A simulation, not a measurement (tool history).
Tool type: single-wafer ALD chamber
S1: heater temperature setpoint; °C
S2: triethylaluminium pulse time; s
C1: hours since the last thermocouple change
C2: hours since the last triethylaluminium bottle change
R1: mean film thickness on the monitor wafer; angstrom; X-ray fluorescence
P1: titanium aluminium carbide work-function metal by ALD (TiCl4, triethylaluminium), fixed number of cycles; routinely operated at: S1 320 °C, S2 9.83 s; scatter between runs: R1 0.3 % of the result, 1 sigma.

| run | hour | S1 | S2 | C1 | C2 | R1 |
|---|---|---|---|---|---|---|
| 1 | 4.0 | 320 | 9.83 | 755.7 | 329.6 | 21.235 |
| 2 | 10.6 | 320 | 14.26 | 762.3 | 336.2 | 21.948 |
| 3 | 14.4 | 320 | 9.83 | 766.1 | 340.0 | 21.243 |
| 4 | 18.2 | 320 | 3.70 | 769.9 | 343.8 | 15.924 |
|  | 22.2 | triethylaluminium bottle replaced |
| 5 | 26.4 | 305 | 4.17 | 778.1 | 4.3 | 15.840 |
| 6 | 31.0 | 343 | 9.83 | 782.7 | 8.9 | 23.404 |
| 7 | 38.8 | 320 | 9.83 | 790.5 | 16.7 | 21.197 |
| 8 | 46.1 | 320 | 9.83 | 797.8 | 24.0 | 21.303 |
| 9 | 54.2 | 296 | 9.83 | 805.9 | 32.1 | 19.347 |

What will run 10 give?
| 10 | 61.6 | 320 | 9.83 | 813.3 | 39.5 | ? |

{"run 10": {"R1": 21.336}}
